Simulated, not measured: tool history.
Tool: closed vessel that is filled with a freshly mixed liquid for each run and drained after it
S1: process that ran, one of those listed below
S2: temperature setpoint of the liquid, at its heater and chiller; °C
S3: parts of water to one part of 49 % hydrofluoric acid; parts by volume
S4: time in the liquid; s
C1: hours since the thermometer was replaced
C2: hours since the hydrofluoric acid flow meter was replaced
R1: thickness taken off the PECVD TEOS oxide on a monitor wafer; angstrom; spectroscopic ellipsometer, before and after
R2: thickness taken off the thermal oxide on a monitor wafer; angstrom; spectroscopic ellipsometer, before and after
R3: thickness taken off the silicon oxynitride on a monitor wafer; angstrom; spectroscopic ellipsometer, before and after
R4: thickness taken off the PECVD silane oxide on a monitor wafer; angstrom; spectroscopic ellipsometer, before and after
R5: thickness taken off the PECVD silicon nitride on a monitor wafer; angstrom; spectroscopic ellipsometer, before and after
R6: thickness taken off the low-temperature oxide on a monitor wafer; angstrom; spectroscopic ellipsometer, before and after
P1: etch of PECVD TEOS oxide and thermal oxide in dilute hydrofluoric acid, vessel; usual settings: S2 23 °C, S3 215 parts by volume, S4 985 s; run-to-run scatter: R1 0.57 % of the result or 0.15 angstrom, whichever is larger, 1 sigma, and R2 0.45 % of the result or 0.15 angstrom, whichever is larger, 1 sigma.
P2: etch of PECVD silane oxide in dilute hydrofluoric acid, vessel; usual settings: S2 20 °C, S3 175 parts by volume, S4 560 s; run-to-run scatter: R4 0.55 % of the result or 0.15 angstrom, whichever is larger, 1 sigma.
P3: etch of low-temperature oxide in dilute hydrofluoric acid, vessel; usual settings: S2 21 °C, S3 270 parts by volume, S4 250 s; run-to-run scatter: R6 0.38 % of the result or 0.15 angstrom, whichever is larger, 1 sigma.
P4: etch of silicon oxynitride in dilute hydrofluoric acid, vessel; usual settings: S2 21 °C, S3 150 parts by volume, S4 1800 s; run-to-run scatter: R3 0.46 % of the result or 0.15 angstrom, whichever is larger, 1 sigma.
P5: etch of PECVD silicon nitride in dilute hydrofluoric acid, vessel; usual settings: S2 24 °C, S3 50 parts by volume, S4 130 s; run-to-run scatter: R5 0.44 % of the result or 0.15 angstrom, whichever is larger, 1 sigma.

Run 1, hour 8.7: S1 P1, S2 23 °C, S3 215 parts by volume, S4 985 s; C1 1089.9; C2 638.4. Result: R1 565.49 angstrom, R2 182.15 angstrom.
Run 2, hour 16.5: S1 P4, S2 21 °C, S3 260 parts by volume, S4 1800 s; C1 1097.7; C2 646.2. Result: R3 76.005 angstrom.
Run 3, hour 25.2: S1 P2, S2 20 °C, S3 175 parts by volume, S4 560 s; C1 1106.4; C2 654.9. Result: R4 374.07 angstrom.
Run 4, hour 32.9: S1 P1, S2 17 °C, S3 215 parts by volume, S4 985 s; C1 1114.1; C2 662.6. Result: R1 451.79 angstrom, R2 146.43 angstrom.
Run 5, hour 40.8: S1 P2, S2 17 °C, S3 175 parts by volume, S4 560 s; C1 1122; C2 670.5. Result: R4 332.24 angstrom.
Run 6, hour 47.5: S1 P5, S2 24 °C, S3 80 parts by volume, S4 130 s; C1 1128.7; C2 677.2. Result: R5 35.491 angstrom.
Run 7, hour 53.6: S1 P1, S2 23 °C, S3 305 parts by volume, S4 985 s; C1 1134.8; C2 683.3. Result: R1 366.84 angstrom, R2 118.91 angstrom.
Run 8, hour 59.2: S1 P3, S2 26.5 °C, S3 270 parts by volume, S4 250 s; C1 1140.4; C2 688.9. Result: R6 228.01 angstrom.
Run 9, hour 67.1: S1 P3, S2 21 °C, S3 270 parts by volume, S4 250 s; C1 1148.3; C2 696.8. Result: R6 188.94 angstrom.
At hour 74.5: thermometer replaced.
Run 10, hour 75.3: S1 P5, S2 17 °C, S3 50 parts by volume, S4 130 s; C1 0.8; C2 705. Result: R5 34.683 angstrom.
Run 11, hour 84.5: S1 P4, S2 21 °C, S3 150 parts by volume, S4 425 s; C1 10; C2 714.2. Result: R3 33.08 angstrom.
Run 12, hour 94.3: S1 P1, S2 23 °C, S3 215 parts by volume, S4 985 s; C1 19.8; C2 724. Result: R1 570.42 angstrom, R2 183.49 angstrom.
Run 13, hour 100.9: S1 P2, S2 20 °C, S3 175 parts by volume, S4 1065 s; C1 26.4; C2 730.6. Result: R4 712.29 angstrom.
Run 14, hour 106.5: S1 P4, S2 21 °C, S3 150 parts by volume, S4 1800 s; C1 32; C2 736.2. Result: R3 142.13 angstrom.
Run 15, hour 111.9: S1 P1, S2 23 °C, S3 215 parts by volume, S4 985 s; C1 37.4; C2 741.6. Result: R1 572.48 angstrom, R2 184 angstrom.
Run 16, hour 121.7: S1 P3, S2 21 °C, S3 270 parts by volume, S4 400 s; C1 47.2; C2 751.4. Result: R6 301.47 angstrom.
Run 17, hour 129.2: S1 P1, S2 23 °C, S3 215 parts by volume, S4 1840 s; C1 54.7; C2 758.9. Result: R1 1066.5 angstrom, R2 342.07 angstrom.
Run 18, hour 135.7: S1 P2, S2 20 °C, S3 175 parts by volume, S4 560 s; C1 61.2; C2 765.4. Result: R4 372.33 angstrom.
Run 19, hour 142.8: S1 P3, S2 21 °C, S3 155 parts by volume, S4 250 s; C1 68.3; C2 772.5. Result: R6 366.83 angstrom.
Run 20, hour 152.4: S1 P1, S2 23 °C, S3 125 parts by volume, S4 985 s; C1 77.9; C2 782.1. Result: R1 1082.2 angstrom, R2 349.53 angstrom.
Run 21, hour 162.5: S1 P1, S2 30 °C, S3 215 parts by volume, S4 985 s; C1 88; C2 792.2. Result: R1 729.92 angstrom, R2 237.52 angstrom.
Run 22, hour 167.2: S1 P1, S2 23 °C, S3 215 parts by volume, S4 40 s; C1 92.7; C2 796.9. Result: R1 23.173 angstrom, R2 7.3296 angstrom.
Run 23, hour 176.9: S1 P5, S2 24 °C, S3 50 parts by volume, S4 130 s; C1 102.4; C2 806.6. Result: R5 56.089 angstrom.
Run 24, hour 187.2: S1 P5, S2 24 °C, S3 50 parts by volume, S4 130 s; C1 112.7; C2 816.9. Result: R5 56.511 angstrom.
Run 25, hour 196.7: S1 P2, S2 20 °C, S3 320 parts by volume, S4 560 s; C1 122.2; C2 826.4. Result: R4 178.11 angstrom.
Run 26, hour 205.6: S1 P1, S2 23 °C, S3 215 parts by volume, S4 985 s; C1 131.1; C2 835.3. Result: R1 568.7 angstrom, R2 183.54 angstrom.
Run 27, hour 214.8: S1 P5, S2 24 °C, S3 50 parts by volume, S4 255 s; C1 140.3; C2 844.5. Result: R5 109.53 angstrom.
Run 28, hour 223.3: S1 P4, S2 29 °C, S3 150 parts by volume, S4 1800 s; C1 148.8; C2 853. Result: R3 205.28 angstrom.
Run 29, hour 228.8: S1 P1, S2 23 °C, S3 215 parts by volume, S4 985 s; C1 154.3; C2 858.5. Result: R1 572.08 angstrom, R2 182.94 angstrom.
Run 30, hour 239: S1 P1, S2 23 °C, S3 360 parts by volume, S4 80 s; C1 164.5; C2 868.7. Result: R1 24.254 angstrom, R2 7.8455 angstrom.
Run 31, hour 244.8: S1 P1, S2 23 °C, S3 215 parts by volume, S4 985 s; C1 170.3; C2 874.5. Result: R1 566.31 angstrom, R2 183.92 angstrom.
Run 32, hour 254.8: S1 P1, S2 23 °C, S3 215 parts by volume, S4 985 s; C1 180.3; C2 884.5. Result: R1 556.59 angstrom, R2 179.14 angstrom.
Run 33, hour 260.3: S1 P1, S2 23 °C, S3 215 parts by volume, S4 985 s; C1 185.8; C2 890. Result: R1 551.65 angstrom, R2 178.36 angstrom.
Run 34, hour 265.3: S1 P1, S2 23 °C, S3 215 parts by volume, S4 985 s; C1 190.8; C2 895. Result: R1 544.51 angstrom, R2 175.68 angstrom.
Run 35, hour 275.1: S1 P1, S2 23 °C, S3 215 parts by volume, S4 985 s; C1 200.6; C2 904.8. Result: R1 539.47 angstrom, R2 175.63 angstrom.
Run 36, hour 283.2: S1 P1, S2 23 °C, S3 215 parts by volume, S4 985 s; C1 208.7; C2 912.9. Result: R1 543.57 angstrom, R2 174.4 angstrom.
Run 37, hour 290.8: S1 P1, S2 23 °C, S3 215 parts by volume, S4 985 s; C1 216.3; C2 920.5. Result: R1 540.82 angstrom, R2 171.96 angstrom.
Run 38, hour 295.8: S1 P1, S2 23 °C, S3 215 parts by volume, S4 985 s; C1 221.3; C2 925.5. Result: R1 536.33 angstrom, R2 172.69 angstrom.
Run 39, hour 300.9: S1 P1, S2 23 °C, S3 215 parts by volume, S4 985 s; C1 226.4; C2 930.6. Result: R1 532.56 angstrom, R2 173.74 angstrom.
Run 40, hour 307.3: S1 P1, S2 23 °C, S3 215 parts by volume, S4 985 s; C1 232.8; C2 937. Result: R1 540.43 angstrom, R2 174.01 angstrom.

What P1 gives has crept away from where it was. These 2 causes fit the log equally well, each at the size given:
A: hydrofluoric acid flow below the setpoint (%) = 4.76
B: liquid colder than its thermometer reads (K) = 1.61
The creep began at about hour 244.8.

4 check runs are offered, one wafer each, their results left as question marks. Which one tells the causes apart?
Run check 1, hour 313.7: S1 P4, S2 29 °C, S3 255 parts by volume, S4 1800 s. Result: R3 ?.
Run check 2, hour 313.7: S1 P2, S2 17 °C, S3 315 parts by volume, S4 560 s. Result: R4 ?.
Run check 3, hour 313.7: S1 P5, S2 24 °C, S3 50 parts by volume, S4 250 s. Result: R5 ?.
Run check 4, hour 313.7: S1 P3, S2 24 °C, S3 270 parts by volume, S4 370 s. Result: R6 ?.

What each check would give under each cause:
  check  result    if A    if B
check 1      R3  102.84  102.08
check 2      R4  153.31  153.39
check 3      R5  102.64  96.524
check 4      R6  292.24  293.61
How far apart the two closest causes lie, in the result that separates them most: check 1 0.74 %; check 2 0.05 %; check 3 6.15 %; check 4 0.47 %
Check 3 tells the causes apart: in the others they would give nearly the same result.

Check 3 was then run and gave: R5 103.61 angstrom. Which cause is it?

It is A: hydrofluoric acid flow below the setpoint (%).

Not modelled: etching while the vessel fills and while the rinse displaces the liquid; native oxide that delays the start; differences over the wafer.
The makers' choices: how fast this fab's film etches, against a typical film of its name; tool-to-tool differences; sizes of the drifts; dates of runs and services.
